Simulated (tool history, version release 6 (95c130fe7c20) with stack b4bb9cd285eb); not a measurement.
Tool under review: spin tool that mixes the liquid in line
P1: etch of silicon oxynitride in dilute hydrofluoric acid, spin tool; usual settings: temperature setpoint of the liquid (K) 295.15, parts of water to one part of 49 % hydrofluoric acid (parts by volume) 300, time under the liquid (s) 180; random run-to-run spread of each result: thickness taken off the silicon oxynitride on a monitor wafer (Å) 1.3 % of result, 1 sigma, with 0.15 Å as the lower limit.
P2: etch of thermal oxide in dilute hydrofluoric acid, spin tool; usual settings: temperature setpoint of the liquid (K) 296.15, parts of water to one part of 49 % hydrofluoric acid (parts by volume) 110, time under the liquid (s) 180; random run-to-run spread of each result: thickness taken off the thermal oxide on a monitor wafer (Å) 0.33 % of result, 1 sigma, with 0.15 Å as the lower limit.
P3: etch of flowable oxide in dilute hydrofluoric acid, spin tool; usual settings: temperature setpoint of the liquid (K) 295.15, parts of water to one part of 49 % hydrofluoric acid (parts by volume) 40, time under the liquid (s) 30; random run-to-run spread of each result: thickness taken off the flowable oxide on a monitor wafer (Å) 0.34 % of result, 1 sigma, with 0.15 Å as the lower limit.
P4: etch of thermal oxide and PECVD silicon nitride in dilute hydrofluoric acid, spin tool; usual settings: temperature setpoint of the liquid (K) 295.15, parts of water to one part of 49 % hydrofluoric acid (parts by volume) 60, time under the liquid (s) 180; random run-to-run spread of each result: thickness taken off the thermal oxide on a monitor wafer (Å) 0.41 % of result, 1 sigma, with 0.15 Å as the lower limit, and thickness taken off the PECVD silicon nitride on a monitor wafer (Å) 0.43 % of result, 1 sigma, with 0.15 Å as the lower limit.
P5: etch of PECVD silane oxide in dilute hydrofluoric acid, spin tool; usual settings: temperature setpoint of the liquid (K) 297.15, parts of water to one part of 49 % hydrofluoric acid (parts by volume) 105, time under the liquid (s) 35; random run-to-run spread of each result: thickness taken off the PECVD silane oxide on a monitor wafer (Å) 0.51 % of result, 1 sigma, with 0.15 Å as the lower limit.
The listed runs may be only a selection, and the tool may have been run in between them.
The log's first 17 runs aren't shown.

run,hour,process that ran,temperature setpoint of the liquid (K),parts of water to one part of 49 % hydrofluoric acid (parts by volume),time under the liquid (s),hours since the thermometer was replaced,hours since the hydrofluoric acid flow meter was replaced,thickness taken off the silicon oxynitride on a monitor wafer (Å),thickness taken off the thermal oxide on a monitor wafer (Å),thickness taken off the PECVD silicon nitride on a monitor wafer (Å),thickness taken off the flowable oxide on a monitor wafer (Å),thickness taken off the PECVD silane oxide on a monitor wafer (Å)
18,167.5,P1,295.15,300,180,985.3,1073.0,20.4980,,,,
19,177.1,P3,295.15,40,55,994.9,1082.6,,,,361.71,
20,184.9,P4,295.15,60,180,1002.7,1090.4,,142.6500,92.658,,
21,192.7,P1,295.15,435,180,1010.5,1098.2,13.0490,,,,
22,201.0,P1,295.15,510,285,1018.8,1106.5,16.5200,,,,
23,209.7,P3,295.15,60,30,1027.5,1115.2,,,,128.21,
24,220.1,P5,297.15,145,35,1037.9,1125.6,,,,,117.18
25,233.1,P3,295.15,40,30,1050.9,1138.6,,,,196.88,
26,243.7,P1,295.15,395,70,1061.5,1149.2,5.4156,,,,
27,253.4,P1,295.15,145,180,1071.2,1158.9,46.5640,,,,
28,259.2,P1,295.15,300,35,1077.0,1164.7,3.7980,,,,
29,269.1,P5,297.15,105,55,1086.9,1174.6,,,,,268.26
30,277.7,P1,295.15,300,335,1095.5,1183.2,36.9890,,,,
31,285.1,P5,292.65,105,35,1102.9,1190.6,,,,,141.32
32,292.4,P5,297.15,105,35,1110.2,1197.9,,,,,170.33
33,301.8,P1,295.15,300,180,1119.6,1207.3,20.1730,,,,
34,313.7,P1,295.15,300,180,1131.5,1219.2,19.9700,,,,
35,322.6,P1,295.15,300,180,1140.4,1228.1,19.4510,,,,
36,329.5,P1,295.15,300,180,1147.3,1235.0,19.0430,,,,
37,338.0,P1,295.15,300,180,1155.8,1243.5,18.9340,,,,
38,348.0,P1,295.15,300,180,1165.8,1253.5,19.3990,,,,
39,355.0,P1,295.15,300,180,1172.8,1260.5,18.1540,,,,

The next listed run, before its measurement:
40,361.7,P1,295.15,300,180,1179.5,1267.2,?,,,,

thickness taken off the silicon oxynitride on a monitor wafer (Å): 18.4520

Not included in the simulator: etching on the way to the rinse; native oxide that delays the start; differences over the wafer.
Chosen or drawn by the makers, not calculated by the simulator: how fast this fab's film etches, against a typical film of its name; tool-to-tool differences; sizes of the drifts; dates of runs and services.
